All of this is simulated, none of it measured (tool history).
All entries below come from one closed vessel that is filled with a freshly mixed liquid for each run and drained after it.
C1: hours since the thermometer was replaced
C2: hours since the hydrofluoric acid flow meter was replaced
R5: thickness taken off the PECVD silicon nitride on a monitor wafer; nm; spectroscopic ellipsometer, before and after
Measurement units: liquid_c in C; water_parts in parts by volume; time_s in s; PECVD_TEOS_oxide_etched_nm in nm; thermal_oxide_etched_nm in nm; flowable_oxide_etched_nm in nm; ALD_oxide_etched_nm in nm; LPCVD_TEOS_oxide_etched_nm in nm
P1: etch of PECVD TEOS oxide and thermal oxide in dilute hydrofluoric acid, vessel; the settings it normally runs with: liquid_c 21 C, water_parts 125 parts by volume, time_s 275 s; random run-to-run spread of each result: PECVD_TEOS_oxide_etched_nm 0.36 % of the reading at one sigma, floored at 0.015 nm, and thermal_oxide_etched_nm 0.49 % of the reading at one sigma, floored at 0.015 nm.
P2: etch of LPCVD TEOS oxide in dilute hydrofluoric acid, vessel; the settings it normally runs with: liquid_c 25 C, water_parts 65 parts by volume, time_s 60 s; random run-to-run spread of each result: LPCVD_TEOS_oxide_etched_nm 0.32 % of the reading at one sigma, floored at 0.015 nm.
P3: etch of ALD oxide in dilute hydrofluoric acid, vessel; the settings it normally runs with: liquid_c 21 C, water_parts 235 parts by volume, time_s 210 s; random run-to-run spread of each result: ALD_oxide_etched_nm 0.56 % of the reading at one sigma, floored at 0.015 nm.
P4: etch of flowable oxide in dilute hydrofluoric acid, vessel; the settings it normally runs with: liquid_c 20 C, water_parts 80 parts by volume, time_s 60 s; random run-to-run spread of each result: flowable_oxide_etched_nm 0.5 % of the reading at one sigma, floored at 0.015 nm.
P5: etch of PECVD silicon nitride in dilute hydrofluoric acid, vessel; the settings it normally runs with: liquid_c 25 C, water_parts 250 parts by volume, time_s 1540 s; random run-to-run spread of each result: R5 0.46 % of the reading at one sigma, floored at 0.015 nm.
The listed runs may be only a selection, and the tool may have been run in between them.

{"run": 1, "hour": 9.6, "process": "P1", "liquid_c": 21, "water_parts": 125, "time_s": 275, "C1": 1634.2, "C2": 221.7, "PECVD_TEOS_oxide_etched_nm": 28.535, "thermal_oxide_etched_nm": 9.4573}
{"run": 2, "hour": 17.4, "process": "P1", "liquid_c": 21, "water_parts": 50, "time_s": 275, "C1": 1642, "C2": 229.5, "PECVD_TEOS_oxide_etched_nm": 77.894, "thermal_oxide_etched_nm": 25.817}
{"run": 3, "hour": 26.8, "process": "P4", "liquid_c": 20, "water_parts": 145, "time_s": 60, "C1": 1651.4, "C2": 238.9, "flowable_oxide_etched_nm": 22.999}
{"run": 4, "hour": 40.1, "process": "P3", "liquid_c": 21, "water_parts": 235, "time_s": 210, "C1": 1664.7, "C2": 252.2, "ALD_oxide_etched_nm": 6.8798}
{"run": 5, "hour": 48.2, "process": "P1", "liquid_c": 21, "water_parts": 190, "time_s": 275, "C1": 1672.8, "C2": 260.3, "PECVD_TEOS_oxide_etched_nm": 17.619, "thermal_oxide_etched_nm": 5.7988}
{"run": 6, "hour": 56.9, "process": "P1", "liquid_c": 21, "water_parts": 125, "time_s": 275, "C1": 1681.5, "C2": 269, "PECVD_TEOS_oxide_etched_nm": 28.566, "thermal_oxide_etched_nm": 9.4911}
{"run": 7, "hour": 63.9, "process": "P5", "liquid_c": 25, "water_parts": 250, "time_s": 1540, "C1": 1688.5, "C2": 276, "R5": 13.618}
{"run": 8, "hour": 74.1, "process": "P3", "liquid_c": 21, "water_parts": 235, "time_s": 210, "C1": 1698.7, "C2": 286.2, "ALD_oxide_etched_nm": 6.8187}
{"run": 9, "hour": 84.0, "process": "P1", "liquid_c": 17, "water_parts": 125, "time_s": 275, "C1": 1708.6, "C2": 296.1, "PECVD_TEOS_oxide_etched_nm": 24.323, "thermal_oxide_etched_nm": 8.0468}
{"run": 10, "hour": 98.0, "process": "P5", "liquid_c": 25, "water_parts": 250, "time_s": 1540, "C1": 1722.6, "C2": 310.1, "R5": 13.657}
{"run": 11, "hour": 113.6, "process": "P1", "liquid_c": 21, "water_parts": 125, "time_s": 275, "C1": 1738.2, "C2": 325.7, "PECVD_TEOS_oxide_etched_nm": 28.659, "thermal_oxide_etched_nm": 9.5528}
{"run": 12, "hour": 122.6, "process": "P2", "liquid_c": 25, "water_parts": 65, "time_s": 30, "C1": 1747.2, "C2": 334.7, "LPCVD_TEOS_oxide_etched_nm": 8.9836}
{"run": 13, "hour": 130.9, "process": "P1", "liquid_c": 25.5, "water_parts": 125, "time_s": 275, "C1": 1755.5, "C2": 343, "PECVD_TEOS_oxide_etched_nm": 34.085, "thermal_oxide_etched_nm": 11.207}
{"run": 14, "hour": 139.4, "process": "P1", "liquid_c": 27, "water_parts": 190, "time_s": 275, "C1": 1764, "C2": 351.5, "PECVD_TEOS_oxide_etched_nm": 22.004, "thermal_oxide_etched_nm": 7.1965}
{"run": 15, "hour": 154.1, "process": "P1", "liquid_c": 21, "water_parts": 125, "time_s": 275, "C1": 1778.7, "C2": 366.2, "PECVD_TEOS_oxide_etched_nm": 28.44, "thermal_oxide_etched_nm": 9.5314}
{"run": 16, "hour": 163.9, "process": "P1", "liquid_c": 21, "water_parts": 125, "time_s": 275, "C1": 1788.5, "C2": 376, "PECVD_TEOS_oxide_etched_nm": 28.734, "thermal_oxide_etched_nm": 9.4711}
{"run": 17, "hour": 174.3, "process": "P3", "liquid_c": 21, "water_parts": 235, "time_s": 365, "C1": 1798.9, "C2": 386.4, "ALD_oxide_etched_nm": 11.943}
{"run": 18, "hour": 185.8, "process": "P2", "liquid_c": 18, "water_parts": 65, "time_s": 60, "C1": 1810.4, "C2": 397.9, "LPCVD_TEOS_oxide_etched_nm": 13.408}
{"run": 19, "hour": 197.6, "process": "P4", "liquid_c": 20, "water_parts": 80, "time_s": 60, "C1": 1822.2, "C2": 409.7, "flowable_oxide_etched_nm": 44.916}
{"run": 20, "hour": 210.1, "process": "P4", "liquid_c": 17, "water_parts": 80, "time_s": 60, "C1": 1834.7, "C2": 422.2, "flowable_oxide_etched_nm": 39.726}
{"run": 21, "hour": 219.0, "process": "P1", "liquid_c": 21, "water_parts": 125, "time_s": 30, "C1": 1843.6, "C2": 431.1, "PECVD_TEOS_oxide_etched_nm": 3.0901, "thermal_oxide_etched_nm": 1.0211}
{"run": 22, "hour": 227.5, "process": "P1", "liquid_c": 21, "water_parts": 125, "time_s": 275, "C1": 1852.1, "C2": 439.6, "PECVD_TEOS_oxide_etched_nm": 28.55, "thermal_oxide_etched_nm": 9.3517}
{"run": 23, "hour": 243.1, "process": "P1", "liquid_c": 17, "water_parts": 125, "time_s": 455, "C1": 1867.7, "C2": 455.2, "PECVD_TEOS_oxide_etched_nm": 40.46, "thermal_oxide_etched_nm": 13.354}
{"run": 24, "hour": 256.6, "process": "P5", "liquid_c": 25, "water_parts": 250, "time_s": 2780, "C1": 1881.2, "C2": 468.7, "R5": 24.368}
{"run": 25, "hour": 272.2, "process": "P3", "liquid_c": 21, "water_parts": 75, "time_s": 210, "C1": 1896.8, "C2": 484.3, "ALD_oxide_etched_nm": 25.378}
{"run": 26, "hour": 279.2, "process": "P3", "liquid_c": 17, "water_parts": 235, "time_s": 210, "C1": 1903.8, "C2": 491.3, "ALD_oxide_etched_nm": 5.9105}
{"run": 27, "hour": 289.0, "process": "P4", "liquid_c": 20, "water_parts": 80, "time_s": 115, "C1": 1913.6, "C2": 501.1, "flowable_oxide_etched_nm": 86.333}
{"run": 28, "hour": 300.2, "process": "P5", "liquid_c": 19, "water_parts": 250, "time_s": 1540, "C1": 1924.8, "C2": 512.3, "R5": 9.3161}
{"run": 29, "hour": 310.1, "process": "P1", "liquid_c": 21, "water_parts": 125, "time_s": 275, "C1": 1934.7, "C2": 522.2, "PECVD_TEOS_oxide_etched_nm": 28.723, "thermal_oxide_etched_nm": 9.3822}
{"run": 30, "hour": 325.6, "process": "P5", "liquid_c": 25, "water_parts": 160, "time_s": 1540, "C1": 1950.2, "C2": 537.7, "R5": 21.275}
{"run": 31, "hour": 339.6, "process": "P2", "liquid_c": 25, "water_parts": 65, "time_s": 60, "C1": 1964.2, "C2": 551.7, "LPCVD_TEOS_oxide_etched_nm": 17.942}
{"run": 32, "hour": 352.5, "process": "P1", "liquid_c": 21, "water_parts": 125, "time_s": 420, "C1": 1977.1, "C2": 564.6, "PECVD_TEOS_oxide_etched_nm": 43.718, "thermal_oxide_etched_nm": 14.446}
{"run": 33, "hour": 361.7, "process": "P2", "liquid_c": 25, "water_parts": 95, "time_s": 60, "C1": 1986.3, "C2": 573.8, "LPCVD_TEOS_oxide_etched_nm": 11.742}
{"run": 34, "hour": 372.3, "process": "P1", "liquid_c": 21, "water_parts": 125, "time_s": 275, "C1": 1996.9, "C2": 584.4, "PECVD_TEOS_oxide_etched_nm": 28.821, "thermal_oxide_etched_nm": 9.4235}
{"run": 35, "hour": 386.8, "process": "P1", "liquid_c": 21, "water_parts": 125, "time_s": 275, "C1": 2011.4, "C2": 598.9, "PECVD_TEOS_oxide_etched_nm": 29.649, "thermal_oxide_etched_nm": 9.7945}
{"run": 36, "hour": 394.2, "process": "P1", "liquid_c": 21, "water_parts": 125, "time_s": 275, "C1": 2018.8, "C2": 606.3, "PECVD_TEOS_oxide_etched_nm": 29.815, "thermal_oxide_etched_nm": 9.9166}
{"run": 37, "hour": 404.8, "process": "P1", "liquid_c": 21, "water_parts": 125, "time_s": 275, "C1": 2029.4, "C2": 616.9, "PECVD_TEOS_oxide_etched_nm": 30.46, "thermal_oxide_etched_nm": 9.9474}
{"run": 38, "hour": 420.1, "process": "P1", "liquid_c": 21, "water_parts": 125, "time_s": 275, "C1": 2044.7, "C2": 632.2, "PECVD_TEOS_oxide_etched_nm": 30.629, "thermal_oxide_etched_nm": 10.124}
{"run": 39, "hour": 435.8, "process": "P1", "liquid_c": 21, "water_parts": 125, "time_s": 275, "C1": 2060.4, "C2": 647.9, "PECVD_TEOS_oxide_etched_nm": 31.006, "thermal_oxide_etched_nm": 10.194}
{"run": 40, "hour": 448.0, "process": "P1", "liquid_c": 21, "water_parts": 125, "time_s": 275, "C1": 2072.6, "C2": 660.1, "PECVD_TEOS_oxide_etched_nm": 30.69, "thermal_oxide_etched_nm": 10.17}
{"run": 41, "hour": 455.7, "process": "P1", "liquid_c": 21, "water_parts": 125, "time_s": 275, "C1": 2080.3, "C2": 667.8, "PECVD_TEOS_oxide_etched_nm": 30.767, "thermal_oxide_etched_nm": 10.176}
{"run": 42, "hour": 465.3, "process": "P1", "liquid_c": 21, "water_parts": 125, "time_s": 275, "C1": 2089.9, "C2": 677.4, "PECVD_TEOS_oxide_etched_nm": 30.866, "thermal_oxide_etched_nm": 10.252}
{"run": 43, "hour": 481.1, "process": "P1", "liquid_c": 21, "water_parts": 125, "time_s": 275, "C1": 2105.7, "C2": 693.2, "PECVD_TEOS_oxide_etched_nm": 30.995, "thermal_oxide_etched_nm": 10.212}

P1 has crept away from where it was. The log is fitted equally well by each of these 2 causes, at the sizes shown:
A: hydrofluoric acid flow above the setpoint (%) = 7.11
B: liquid hotter than its thermometer reads (K) = 1.97
Creep in the process output first set in at about hour 372.3.

Of the 4 check runs listed below, each run on one wafer and each result written as a question mark, which would let you distinguish the listed causes because they would give clearly different results?
{"run": "check 1", "hour": 496.9, "process": "P5", "liquid_c": 21.5, "water_parts": 250, "time_s": 2775, "R5": "?"}
{"run": "check 2", "hour": 496.9, "process": "P4", "liquid_c": 20, "water_parts": 140, "time_s": 85, "flowable_oxide_etched_nm": "?"}
{"run": "check 3", "hour": 496.9, "process": "P2", "liquid_c": 18.5, "water_parts": 90, "time_s": 60, "LPCVD_TEOS_oxide_etched_nm": "?"}
{"run": "check 4", "hour": 496.9, "process": "P3", "liquid_c": 21, "water_parts": 90, "time_s": 330, "ALD_oxide_etched_nm": "?"}

Check results expected under each cause:
check=check_1 result=R5 if_A=21.091 if_B=22.328
check=check_2 result=flowable_oxide_etched_nm if_A=36.936 if_B=36.921
check=check_3 result=LPCVD_TEOS_oxide_etched_nm if_A=10.36 if_B=10.428
check=check_4 result=ALD_oxide_etched_nm if_A=35.403 if_B=35.561
Gap, in per cent, between the two causes that each check separates least, read from the result that separates them most: check 1 5.7 %; check 2 0.04 %; check 3 0.66 %; check 4 0.44 %
Check 1 distinguishes between the causes, while the remaining checks would return nearly the same result for all of them.

Check 1 has now been run. It gave: R5 21.095 nm. Which of the candidate causes is it?

The correct cause is A, namely: hydrofluoric acid flow above the setpoint (%).

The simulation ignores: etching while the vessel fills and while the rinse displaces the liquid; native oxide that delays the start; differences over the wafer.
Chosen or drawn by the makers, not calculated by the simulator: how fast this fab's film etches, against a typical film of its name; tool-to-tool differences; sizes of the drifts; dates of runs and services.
